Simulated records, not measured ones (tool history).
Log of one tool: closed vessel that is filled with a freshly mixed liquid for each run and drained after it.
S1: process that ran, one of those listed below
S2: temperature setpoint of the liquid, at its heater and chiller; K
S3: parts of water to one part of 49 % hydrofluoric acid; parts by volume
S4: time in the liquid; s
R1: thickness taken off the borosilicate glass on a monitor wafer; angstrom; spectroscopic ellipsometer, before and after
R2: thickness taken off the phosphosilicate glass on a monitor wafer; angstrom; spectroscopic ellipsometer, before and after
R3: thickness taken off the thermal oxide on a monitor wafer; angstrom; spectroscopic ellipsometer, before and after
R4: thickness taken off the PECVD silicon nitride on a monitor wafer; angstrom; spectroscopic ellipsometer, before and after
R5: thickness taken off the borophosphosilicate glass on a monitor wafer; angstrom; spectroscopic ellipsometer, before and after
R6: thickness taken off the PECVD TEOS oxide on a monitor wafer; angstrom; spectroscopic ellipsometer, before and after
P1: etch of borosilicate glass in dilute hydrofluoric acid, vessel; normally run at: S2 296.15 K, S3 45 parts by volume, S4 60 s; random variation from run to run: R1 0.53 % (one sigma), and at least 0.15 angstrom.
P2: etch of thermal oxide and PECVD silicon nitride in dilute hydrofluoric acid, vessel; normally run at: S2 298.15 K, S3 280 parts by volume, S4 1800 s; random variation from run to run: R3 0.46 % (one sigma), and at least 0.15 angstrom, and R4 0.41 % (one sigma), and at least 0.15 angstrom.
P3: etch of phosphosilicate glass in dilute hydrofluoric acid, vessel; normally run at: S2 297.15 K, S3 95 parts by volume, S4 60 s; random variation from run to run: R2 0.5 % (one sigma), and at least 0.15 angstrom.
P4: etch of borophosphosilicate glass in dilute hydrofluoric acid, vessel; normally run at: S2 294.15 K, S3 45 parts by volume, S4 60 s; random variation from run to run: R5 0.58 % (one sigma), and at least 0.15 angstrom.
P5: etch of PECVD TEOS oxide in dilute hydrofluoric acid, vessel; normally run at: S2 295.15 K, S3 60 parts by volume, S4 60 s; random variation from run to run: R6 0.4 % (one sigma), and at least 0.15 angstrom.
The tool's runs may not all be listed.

| run | hour | S1 | S2 | S3 | S4 | R1 | R2 | R3 | R4 | R5 | R6 |
|---|---|---|---|---|---|---|---|---|---|---|---|
| 1 | 4.1 | P1 | 296.15 | 45 | 60 | 466.80 |  |  |  |  |  |
| 2 | 8.5 | P1 | 296.15 | 45 | 30 | 235.20 |  |  |  |  |  |
| 3 | 12.1 | P3 | 305.65 | 95 | 60 |  | 1550.00 |  |  |  |  |
| 4 | 17.9 | P1 | 296.15 | 45 | 60 | 472.42 |  |  |  |  |  |
| 5 | 23.2 | P2 | 298.15 | 45 | 1800 |  |  | 2184.50 | 727.64 |  |  |
| 6 | 26.3 | P1 | 296.15 | 45 | 90 | 699.27 |  |  |  |  |  |
| 7 | 31.0 | P1 | 296.15 | 20 | 60 | 1085.20 |  |  |  |  |  |
| 8 | 36.9 | P2 | 298.15 | 280 | 1800 |  |  | 266.25 | 119.23 |  |  |
| 9 | 42.2 | P2 | 304.65 | 280 | 1800 |  |  | 333.21 | 174.47 |  |  |
| 10 | 46.2 | P1 | 304.15 | 45 | 60 | 645.63 |  |  |  |  |  |
| 11 | 50.6 | P4 | 294.15 | 70 | 60 |  |  |  |  | 455.65 |  |
| 12 | 54.1 | P4 | 300.65 | 45 | 60 |  |  |  |  | 966.05 |  |
| 13 | 58.2 | P1 | 292.65 | 45 | 60 | 400.46 |  |  |  |  |  |
| 14 | 63.5 | P2 | 298.15 | 280 | 1800 |  |  | 265.00 | 118.36 |  |  |
| 15 | 68.9 | P5 | 295.15 | 60 | 60 |  |  |  |  |  | 130.080 |
| 16 | 71.7 | P1 | 296.15 | 30 | 30 | 357.68 |  |  |  |  |  |
| 17 | 77.8 | P5 | 295.15 | 110 | 60 |  |  |  |  |  | 66.917 |
| 18 | 82.1 | P1 | 296.15 | 65 | 60 | 316.28 |  |  |  |  |  |
| 19 | 87.6 | P3 | 297.15 | 95 | 60 |  | 1120.20 |  |  |  |  |
| 20 | 91.7 | P5 | 300.65 | 60 | 60 |  |  |  |  |  | 162.690 |
| 21 | 97.3 | P1 | 296.15 | 45 | 60 | 464.35 |  |  |  |  |  |
| 22 | 103.1 | P1 | 296.15 | 20 | 30 | 540.24 |  |  |  |  |  |
| 23 | 107.7 | P3 | 297.15 | 95 | 30 |  | 555.45 |  |  |  |  |
| 24 | 113.4 | P3 | 297.15 | 95 | 60 |  | 1115.80 |  |  |  |  |
| 25 | 118.8 | P2 | 298.15 | 280 | 2775 |  |  | 409.69 | 183.64 |  |  |
| 26 | 123.0 | P5 | 295.15 | 60 | 105 |  |  |  |  |  | 227.160 |
| 27 | 125.8 | P1 | 296.15 | 45 | 60 | 462.63 |  |  |  |  |  |
| 28 | 129.8 | P4 | 294.15 | 45 | 85 |  |  |  |  | 1044.60 |  |
| 29 | 134.7 | P3 | 297.15 | 140 | 60 |  | 718.81 |  |  |  |  |
| 30 | 140.8 | P1 | 296.15 | 45 | 60 | 465.66 |  |  |  |  |  |
| 31 | 146.5 | P4 | 294.15 | 45 | 60 |  |  |  |  | 734.94 |  |
| 32 | 149.8 | P1 | 296.15 | 45 | 60 | 467.98 |  |  |  |  |  |
| 33 | 155.2 | P1 | 296.15 | 45 | 60 | 483.57 |  |  |  |  |  |
| 34 | 159.5 | P1 | 296.15 | 45 | 60 | 488.99 |  |  |  |  |  |
| 35 | 165.3 | P1 | 296.15 | 45 | 60 | 488.82 |  |  |  |  |  |
| 36 | 169.1 | P1 | 296.15 | 45 | 60 | 497.51 |  |  |  |  |  |
| 37 | 172.5 | P1 | 296.15 | 45 | 60 | 495.05 |  |  |  |  |  |
| 38 | 177.0 | P1 | 296.15 | 45 | 60 | 499.11 |  |  |  |  |  |
| 39 | 180.9 | P1 | 296.15 | 45 | 60 | 495.36 |  |  |  |  |  |

What P1 gives has crept away from where it was. These 2 causes fit the log equally well, each at the size given:
A: hydrofluoric acid flow above the setpoint (%) = 5.87
B: liquid hotter than its thermometer reads (K) = 1.46
The creep began at about hour 149.8.

4 check runs are offered, one wafer each, their results left as question marks. Which one tells the causes apart?
| check 1 | 184.8 | P3 | 297.15 | 95 | 60 |  | ? |  |  |  |  |
| check 2 | 184.8 | P2 | 298.15 | 280 | 1800 |  |  | ? | ? |  |  |
| check 3 | 184.8 | P5 | 295.15 | 60 | 60 |  |  |  |  |  | ? |
| check 4 | 184.8 | P4 | 294.15 | 45 | 60 |  |  |  |  | ? |  |

What each check would give under each cause:
| check | result | if A | if B |
|---|---|---|---|
| check 1 | R2 | 1186.60 | 1179.50 |
| check 2 | R3 | 285.92 | 279.52 |
| check 2 | R4 | 126.15 | 130.17 |
| check 3 | R6 | 138.020 | 137.880 |
| check 4 | R5 | 781.97 | 782.86 |
How far apart the two closest causes lie, in the result that separates them most: check 1 0.59 %; check 2 3.14 %; check 3 0.1 %; check 4 0.11 %
Check 2 tells the causes apart: in the others they would give nearly the same result.

Check 2 was then run and gave: R3 284.38 angstrom; R4 126.05 angstrom. Which cause is it?

It is A: hydrofluoric acid flow above the setpoint (%).
